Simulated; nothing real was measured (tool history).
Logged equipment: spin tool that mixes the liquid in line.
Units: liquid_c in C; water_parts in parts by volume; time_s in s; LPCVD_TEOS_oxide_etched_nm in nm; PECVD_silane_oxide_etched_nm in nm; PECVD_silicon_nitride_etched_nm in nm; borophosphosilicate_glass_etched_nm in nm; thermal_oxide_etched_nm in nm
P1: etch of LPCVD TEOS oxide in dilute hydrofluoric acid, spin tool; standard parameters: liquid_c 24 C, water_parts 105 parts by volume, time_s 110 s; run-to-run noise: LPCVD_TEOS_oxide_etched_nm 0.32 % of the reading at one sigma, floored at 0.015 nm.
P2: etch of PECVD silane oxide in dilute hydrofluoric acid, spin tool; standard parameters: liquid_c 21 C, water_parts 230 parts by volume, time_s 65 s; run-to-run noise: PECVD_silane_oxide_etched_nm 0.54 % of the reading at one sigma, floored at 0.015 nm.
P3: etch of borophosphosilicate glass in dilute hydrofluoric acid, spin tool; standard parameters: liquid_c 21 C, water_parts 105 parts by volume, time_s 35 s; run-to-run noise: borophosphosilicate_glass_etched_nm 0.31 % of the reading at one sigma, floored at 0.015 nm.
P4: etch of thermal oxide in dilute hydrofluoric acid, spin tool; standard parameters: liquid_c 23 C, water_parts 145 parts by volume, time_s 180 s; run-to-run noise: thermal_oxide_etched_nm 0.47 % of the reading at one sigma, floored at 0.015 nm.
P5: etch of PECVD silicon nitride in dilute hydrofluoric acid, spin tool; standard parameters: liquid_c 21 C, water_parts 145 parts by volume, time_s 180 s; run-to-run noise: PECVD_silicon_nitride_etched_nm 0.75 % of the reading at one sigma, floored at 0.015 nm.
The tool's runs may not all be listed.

run,hour,process,liquid_c,water_parts,time_s,LPCVD_TEOS_oxide_etched_nm,PECVD_silane_oxide_etched_nm,PECVD_silicon_nitride_etched_nm,borophosphosilicate_glass_etched_nm,thermal_oxide_etched_nm
1,11.4,P1,24,105,110,18.509,,,,
2,25.6,P1,24,105,110,18.384,,,,
3,41.4,P1,24,105,110,18.355,,,,
4,52.2,P2,21,230,65,,6.8945,,,
5,64.2,P5,21,145,95,,,1.5504,,
6,78.4,P1,24,25,110,86.126,,,,
7,88.3,P3,24.5,105,35,,,,16.482,
8,101,P2,17,230,65,,5.9257,,,
9,113.1,P1,18.5,105,60,8.0377,,,,
10,122.3,P1,24,150,110,12.206,,,,
11,137.7,P3,21,105,15,,,,6.1953,
12,151.6,P1,17,105,110,13.791,,,,
13,159.7,P4,30,145,180,,,,,7.1626
14,176.3,P1,24,105,110,18.376,,,,
15,192.3,P4,23,145,180,,,,,5.5466
16,208.3,P5,21,145,180,,,2.9744,,
17,216.9,P2,21,230,20,,2.1203,,,
18,234.5,P5,21,210,180,,,2.0617,,
19,250.3,P3,21,190,35,,,,7.2651,
20,261.8,P1,29.5,105,110,22.818,,,,
21,272.6,P1,24,105,50,8.306,,,,
22,285.3,P3,21,105,35,,,,14.361,
23,302.6,P1,24,105,200,33.617,,,,
24,310.6,P3,21,105,35,,,,14.385,
25,325.4,P2,21,90,65,,20.709,,,
26,334.2,P5,27,145,180,,,4.3749,,
27,348.3,P2,21,230,65,,6.9457,,,
28,358.2,P4,23,215,180,,,,,3.4891
29,369.6,P4,23,145,300,,,,,9.2555
30,382.1,P1,24,105,110,18.39,,,,
31,391.7,P1,24,105,110,18.393,,,,
32,406.6,P1,24,105,110,18.439,,,,
33,424.5,P1,24,105,110,19.278,,,,
34,439.3,P1,24,105,110,19.747,,,,
35,448.9,P1,24,105,110,19.825,,,,
36,463.2,P1,24,105,110,19.906,,,,
37,480.3,P1,24,105,110,20.079,,,,
38,494.7,P1,24,105,110,20.153,,,,
39,511.6,P1,24,105,110,20.153,,,,

What P1 gives has crept away from where it was. These 2 causes fit the log equally well, each at the size given:
A: hydrofluoric acid flow above the setpoint (%) = 8.54
B: liquid hotter than its thermometer reads (K) = 2.36
Creep in the process output first set in at about hour 406.6.

Question marks stand in for the results of the 4 check runs listed below, each run on one wafer. Under which run would the listed causes show clearly different results?
check 1,528.5,P2,21,230,65,,?,,,
check 2,528.5,P3,21,105,35,,,,?,
check 3,528.5,P4,23,145,180,,,,,?
check 4,528.5,P5,21,145,180,,,?,,

Outcome of each check run for each possible cause:
check,result,if A,if B
check 1,PECVD_silane_oxide_etched_nm,7.6729,7.5785
check 2,borophosphosilicate_glass_etched_nm,15.705,15.758
check 3,thermal_oxide_etched_nm,6.0961,6.0686
check 4,PECVD_silicon_nitride_etched_nm,3.2245,3.4751
How far apart the two closest causes lie, in the result that separates them most: check 1 1.24 %; check 2 0.34 %; check 3 0.45 %; check 4 7.48 %
Only in check 4 would the causes give clearly different results; in the remaining checks their results would be nearly the same.

Then check 4 was run and gave: PECVD_silicon_nitride_etched_nm 3.2023 nm. Which cause is it?

The correct cause is A, namely: hydrofluoric acid flow above the setpoint (%).
